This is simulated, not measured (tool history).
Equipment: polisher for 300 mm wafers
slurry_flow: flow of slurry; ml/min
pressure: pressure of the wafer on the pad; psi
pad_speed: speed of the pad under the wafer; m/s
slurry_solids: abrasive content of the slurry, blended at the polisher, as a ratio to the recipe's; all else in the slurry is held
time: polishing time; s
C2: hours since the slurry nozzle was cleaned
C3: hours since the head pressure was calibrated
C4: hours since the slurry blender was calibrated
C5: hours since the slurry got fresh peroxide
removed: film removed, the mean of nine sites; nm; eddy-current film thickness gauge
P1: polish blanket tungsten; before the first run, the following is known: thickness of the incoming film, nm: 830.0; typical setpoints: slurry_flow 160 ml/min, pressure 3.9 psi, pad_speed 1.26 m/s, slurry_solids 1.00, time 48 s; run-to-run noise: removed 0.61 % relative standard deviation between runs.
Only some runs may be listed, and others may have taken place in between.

{"run": 1, "hour": 13.8, "slurry_flow": 160, "pressure": 3.9, "pad_speed": 1.26, "slurry_solids": 1.0, "time": 48, "wafers polished on this pad": 404, "C2": 489.1, "C3": 310.5, "C4": 191.8, "C5": 139.5, "removed": 344.68}
{"run": 2, "hour": 24.3, "slurry_flow": 160, "pressure": 3.9, "pad_speed": 1.26, "slurry_solids": 1.0, "time": 48, "wafers polished on this pad": 538, "C2": 499.6, "C3": 321.0, "C4": 202.3, "C5": 150.0, "removed": 341.8}
{"run": 3, "hour": 37.8, "slurry_flow": 160, "pressure": 2.6, "pad_speed": 1.26, "slurry_solids": 1.0, "time": 48, "wafers polished on this pad": 711, "C2": 513.1, "C3": 334.5, "C4": 215.8, "C5": 163.5, "removed": 228.28}
{"run": 4, "hour": 51.3, "slurry_flow": 160, "pressure": 5.9, "pad_speed": 1.26, "slurry_solids": 1.0, "time": 48, "wafers polished on this pad": 884, "C2": 526.6, "C3": 348.0, "C4": 229.3, "C5": 177.0, "removed": 518.95}
{"run": 5, "hour": 62.0, "slurry_flow": 125, "pressure": 3.9, "pad_speed": 1.26, "slurry_solids": 1.45, "time": 48, "wafers polished on this pad": 1021, "C2": 537.3, "C3": 358.7, "C4": 240.0, "C5": 187.7, "removed": 356.65}
{"run": 6, "hour": 68.9, "slurry_flow": 160, "pressure": 3.9, "pad_speed": 1.26, "slurry_solids": 1.0, "time": 48, "wafers polished on this pad": 1110, "C2": 544.2, "C3": 365.6, "C4": 246.9, "C5": 194.6, "removed": 344.49}
{"run": 7, "hour": 76.4, "slurry_flow": 230, "pressure": 3.9, "pad_speed": 1.26, "slurry_solids": 1.0, "time": 48, "wafers polished on this pad": 1206, "C2": 551.7, "C3": 373.1, "C4": 254.4, "C5": 202.1, "removed": 361.69}
{"run": 8, "hour": 90.0, "slurry_flow": 160, "pressure": 3.9, "pad_speed": 1.26, "slurry_solids": 1.0, "time": 70, "wafers polished on this pad": 1380, "C2": 565.3, "C3": 386.7, "C4": 268.0, "C5": 215.7, "removed": 495.73}
{"run": 9, "hour": 103.8, "slurry_flow": 105, "pressure": 3.9, "pad_speed": 1.26, "slurry_solids": 1.0, "time": 48, "wafers polished on this pad": 1557, "C2": 579.1, "C3": 400.5, "C4": 281.8, "C5": 229.5, "removed": 313.86}
{"run": 10, "hour": 112.3, "slurry_flow": 160, "pressure": 3.9, "pad_speed": 1.26, "slurry_solids": 1.0, "time": 48, "wafers polished on this pad": 1666, "C2": 587.6, "C3": 409.0, "C4": 290.3, "C5": 238.0, "removed": 343.04}
{"run": 11, "hour": 121.9, "slurry_flow": 160, "pressure": 3.9, "pad_speed": 1.26, "slurry_solids": 1.0, "time": 25, "wafers polished on this pad": 1789, "C2": 597.2, "C3": 418.6, "C4": 299.9, "C5": 247.6, "removed": 177.9}
{"run": 12, "hour": 136.8, "slurry_flow": 160, "pressure": 3.9, "pad_speed": 0.56, "slurry_solids": 1.0, "time": 48, "wafers polished on this pad": 1980, "C2": 612.1, "C3": 433.5, "C4": 314.8, "C5": 262.5, "removed": 152.0}
{"run": 13, "hour": 145.0, "slurry_flow": 160, "pressure": 3.9, "pad_speed": 1.26, "slurry_solids": 1.0, "time": 48, "wafers polished on this pad": 2085, "C2": 620.3, "C3": 441.7, "C4": 323.0, "C5": 270.7, "removed": 342.92}
{"hour": 145.7, "done": "worn pad replaced by a new one"}
{"run": 14, "hour": 156.0, "slurry_flow": 160, "pressure": 3.9, "pad_speed": 1.26, "slurry_solids": 1.0, "time": 48, "wafers polished on this pad": 132, "C2": 631.3, "C3": 452.7, "C4": 334.0, "C5": 281.7, "removed": 343.55}
{"run": 15, "hour": 165.9, "slurry_flow": 160, "pressure": 3.9, "pad_speed": 1.26, "slurry_solids": 1.5, "time": 48, "wafers polished on this pad": 259, "C2": 641.2, "C3": 462.6, "C4": 343.9, "C5": 291.6, "removed": 378.59}
{"run": 16, "hour": 172.6, "slurry_flow": 160, "pressure": 3.9, "pad_speed": 1.26, "slurry_solids": 0.55, "time": 48, "wafers polished on this pad": 345, "C2": 647.9, "C3": 469.3, "C4": 350.6, "C5": 298.3, "removed": 298.81}
{"run": 17, "hour": 182.0, "slurry_flow": 160, "pressure": 3.9, "pad_speed": 1.74, "slurry_solids": 1.0, "time": 48, "wafers polished on this pad": 466, "C2": 657.3, "C3": 478.7, "C4": 360.0, "C5": 307.7, "removed": 469.17}
{"run": 18, "hour": 195.1, "slurry_flow": 160, "pressure": 3.9, "pad_speed": 1.26, "slurry_solids": 1.0, "time": 48, "wafers polished on this pad": 633, "C2": 670.4, "C3": 491.8, "C4": 373.1, "C5": 320.8, "removed": 342.37}
{"run": 19, "hour": 202.1, "slurry_flow": 160, "pressure": 3.9, "pad_speed": 1.26, "slurry_solids": 1.0, "time": 48, "wafers polished on this pad": 723, "C2": 677.4, "C3": 498.8, "C4": 380.1, "C5": 327.8, "removed": 335.31}
{"run": 20, "hour": 216.5, "slurry_flow": 160, "pressure": 3.9, "pad_speed": 1.26, "slurry_solids": 1.0, "time": 48, "wafers polished on this pad": 908, "C2": 691.8, "C3": 513.2, "C4": 394.5, "C5": 342.2, "removed": 324.39}
{"run": 21, "hour": 225.1, "slurry_flow": 160, "pressure": 3.9, "pad_speed": 1.26, "slurry_solids": 1.0, "time": 48, "wafers polished on this pad": 1018, "C2": 700.4, "C3": 521.8, "C4": 403.1, "C5": 350.8, "removed": 322.41}
{"hour": 234.8, "done": "slurry blender recalibrated"}
{"run": 22, "hour": 239.4, "slurry_flow": 160, "pressure": 3.9, "pad_speed": 1.26, "slurry_solids": 1.0, "time": 48, "wafers polished on this pad": 1201, "C2": 714.7, "C3": 536.1, "C4": 4.7, "C5": 365.1, "removed": 316.11}
{"hour": 243.5, "done": "head pressure recalibrated"}
{"hour": 245.3, "done": "worn pad replaced by a new one"}
{"run": 23, "hour": 250.4, "slurry_flow": 160, "pressure": 3.9, "pad_speed": 1.26, "slurry_solids": 1.0, "time": 48, "wafers polished on this pad": 66, "C2": 725.7, "C3": 7.0, "C4": 15.7, "C5": 376.1, "removed": 315.64}
{"run": 24, "hour": 264.1, "slurry_flow": 160, "pressure": 3.9, "pad_speed": 1.26, "slurry_solids": 1.0, "time": 48, "wafers polished on this pad": 242, "C2": 739.4, "C3": 20.7, "C4": 29.4, "C5": 389.8, "removed": 312.22}
{"run": 25, "hour": 272.7, "slurry_flow": 160, "pressure": 3.9, "pad_speed": 1.26, "slurry_solids": 1.0, "time": 48, "wafers polished on this pad": 352, "C2": 748.0, "C3": 29.3, "C4": 38.0, "C5": 398.4, "removed": 312.95}
{"run": 26, "hour": 285.4, "slurry_flow": 160, "pressure": 3.9, "pad_speed": 1.26, "slurry_solids": 1.0, "time": 48, "wafers polished on this pad": 514, "C2": 760.7, "C3": 42.0, "C4": 50.7, "C5": 411.1, "removed": 313.92}

The log shows P1 creeping away from where it was. Any of the 2 causes listed here, at the size stated for it, fits the log just as well as the others:
A: peroxide lost from the slurry, % = 20.9
B: slurry flow missing at the pad, % = 36.6
At approximately hour 195.1, the process output began to creep.
All other causes, with the reason each is excluded:
removal rate lost through wear of the pad, %: work on it at hour 245.3, done after the drift set in, did not restore what the process gave before
head's pressure below its setpoint, %: work on it at hour 243.5, done after the drift set in, did not restore what the process gave before
abrasive missing from the slurry, %: work on it at hour 234.8, done after the drift set in, did not restore what the process gave before

Which of the check runs below tells the causes apart, meaning the causes would give it clearly different results? Each run uses 2 wafers whose results are averaged, and each result is shown as a question mark.
{"run": "check 1", "hour": 298.1, "slurry_flow": 110, "pressure": 3.9, "pad_speed": 0.84, "slurry_solids": 1.0, "time": 48, "removed": "?"}
{"run": "check 2", "hour": 298.1, "slurry_flow": 160, "pressure": 3.9, "pad_speed": 0.58, "slurry_solids": 1.0, "time": 48, "removed": "?"}
{"run": "check 3", "hour": 298.1, "slurry_flow": 160, "pressure": 3.9, "pad_speed": 0.86, "slurry_solids": 1.0, "time": 48, "removed": "?"}
{"run": "check 4", "hour": 298.1, "slurry_flow": 160, "pressure": 4.8, "pad_speed": 1.26, "slurry_solids": 0.6, "time": 48, "removed": "?"}

If the cause were each of the candidates in turn, the checks would give the following:
check=check_1 result=removed if_A=193.93 if_B=187.03
check=check_2 result=removed if_A=143.99 if_B=143.96
check=check_3 result=removed if_A=213.50 if_B=213.45
check=check_4 result=removed if_A=342.21 if_B=342.14
Separation of the two closest causes in each check, using whichever result separates them best: check 1 3.63 %; check 2 0.02 %; check 3 0.02 %; check 4 0.02 %
Of the check runs offered, only check 1 discriminates between the causes; the rest would read about the same regardless of which cause applies.

With check 1 done, the readings were: removed 195.70 nm. Identify which of the listed causes applies.

Of the candidate causes, it is A: peroxide lost from the slurry, %.
